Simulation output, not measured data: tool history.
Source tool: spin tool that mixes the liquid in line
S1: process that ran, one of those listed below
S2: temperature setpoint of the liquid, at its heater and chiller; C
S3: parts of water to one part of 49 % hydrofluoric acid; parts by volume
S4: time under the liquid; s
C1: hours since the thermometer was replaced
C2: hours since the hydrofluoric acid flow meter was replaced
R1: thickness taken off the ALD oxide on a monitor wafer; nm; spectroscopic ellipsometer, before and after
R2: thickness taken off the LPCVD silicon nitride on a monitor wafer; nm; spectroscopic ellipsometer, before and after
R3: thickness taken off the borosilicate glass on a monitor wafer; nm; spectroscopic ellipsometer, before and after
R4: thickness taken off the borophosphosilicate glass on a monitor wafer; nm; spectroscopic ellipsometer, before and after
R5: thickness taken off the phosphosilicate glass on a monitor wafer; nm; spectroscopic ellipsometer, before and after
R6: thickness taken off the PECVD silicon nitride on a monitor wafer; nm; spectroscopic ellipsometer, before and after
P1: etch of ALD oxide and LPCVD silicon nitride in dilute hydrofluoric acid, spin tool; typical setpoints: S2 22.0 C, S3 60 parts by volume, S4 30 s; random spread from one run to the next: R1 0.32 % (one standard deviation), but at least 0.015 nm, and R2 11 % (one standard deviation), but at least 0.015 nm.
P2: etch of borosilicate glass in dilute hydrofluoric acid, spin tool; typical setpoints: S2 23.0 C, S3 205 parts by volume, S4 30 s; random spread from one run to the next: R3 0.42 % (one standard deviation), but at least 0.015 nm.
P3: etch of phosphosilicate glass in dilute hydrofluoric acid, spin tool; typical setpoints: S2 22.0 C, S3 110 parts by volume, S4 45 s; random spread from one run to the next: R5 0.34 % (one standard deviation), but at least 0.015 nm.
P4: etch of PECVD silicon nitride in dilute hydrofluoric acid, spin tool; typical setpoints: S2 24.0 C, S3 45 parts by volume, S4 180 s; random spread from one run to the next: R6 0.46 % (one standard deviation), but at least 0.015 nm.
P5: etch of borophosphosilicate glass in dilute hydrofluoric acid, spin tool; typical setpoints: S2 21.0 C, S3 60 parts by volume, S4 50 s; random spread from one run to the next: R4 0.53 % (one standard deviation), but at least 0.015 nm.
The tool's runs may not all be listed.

run 1 hour=8.3 | S1=P1 S2=22.0 S3=60 S4=30 | C1=714.8 C2=112.7 | R1=8.4470 R2=0.25188
run 2 hour=16.9 | S1=P1 S2=22.0 S3=60 S4=30 | C1=723.4 C2=121.3 | R1=8.4286 R2=0.24416
run 3 hour=24.6 | S1=P2 S2=23.0 S3=205 S4=30 | C1=731.1 C2=129.0 | R3=6.7060
run 4 hour=33.4 | S1=P5 S2=21.0 S3=60 S4=80 | C1=739.9 C2=137.8 | R4=36.971
run 5 hour=39.8 | S1=P3 S2=17.0 S3=110 S4=45 | C1=746.3 C2=144.2 | R5=39.443
run 6 hour=52.7 | S1=P2 S2=18.5 S3=205 S4=30 | C1=759.2 C2=157.1 | R3=5.6312
run 7 hour=58.8 | S1=P3 S2=22.0 S3=20 S4=45 | C1=765.3 C2=163.2 | R5=298.380
run 8 hour=67.1 | S1=P1 S2=17.5 S3=60 S4=50 | C1=773.6 C2=171.5 | R1=11.6310 R2=0.28226
run 9 hour=78.8 | S1=P2 S2=23.0 S3=205 S4=30 | C1=785.3 C2=183.2 | R3=6.6777
run 10 hour=85.0 | S1=P1 S2=22.0 S3=105 S4=30 | C1=791.5 C2=189.4 | R1=4.5519 R2=0.14273
run 11 hour=96.8 | S1=P3 S2=22.0 S3=110 S4=45 | C1=803.3 C2=201.2 | R5=48.452
run 12 hour=106.7 | S1=P4 S2=24.0 S3=45 S4=280 | C1=813.2 C2=211.1 | R6=10.382
run 13 hour=113.5 | S1=P1 S2=22.0 S3=25 S4=30 | C1=820.0 C2=217.9 | R1=21.1500 R2=0.49798
run 14 hour=127.0 | S1=P1 S2=17.0 S3=60 S4=30 | C1=833.5 C2=231.4 | R1=6.8745 R2=0.17687
run 15 hour=135.9 | S1=P1 S2=27.0 S3=60 S4=30 | C1=842.4 C2=240.3 | R1=10.3480 R2=0.34493
run 16 hour=143.4 | S1=P5 S2=21.0 S3=60 S4=50 | C1=849.9 C2=247.8 | R4=23.354
run 17 hour=153.3 | S1=P5 S2=17.0 S3=60 S4=50 | C1=859.8 C2=257.7 | R4=19.356
run 18 hour=162.0 | S1=P1 S2=22.0 S3=60 S4=30 | C1=868.5 C2=266.4 | R1=8.4477 R2=0.20609
run 19 hour=174.9 | S1=P5 S2=21.0 S3=60 S4=50 | C1=881.4 C2=279.3 | R4=23.045
run 20 hour=186.9 | S1=P2 S2=23.0 S3=205 S4=55 | C1=893.4 C2=291.3 | R3=12.3360

What will run 21 give?
run 21 hour=196.7 | S1=P1 S2=22.0 S3=60 S4=30 | C1=903.2 C2=301.1 | R1=? R2=?

R1: 8.4006 nm
R2: 0.26129 nm
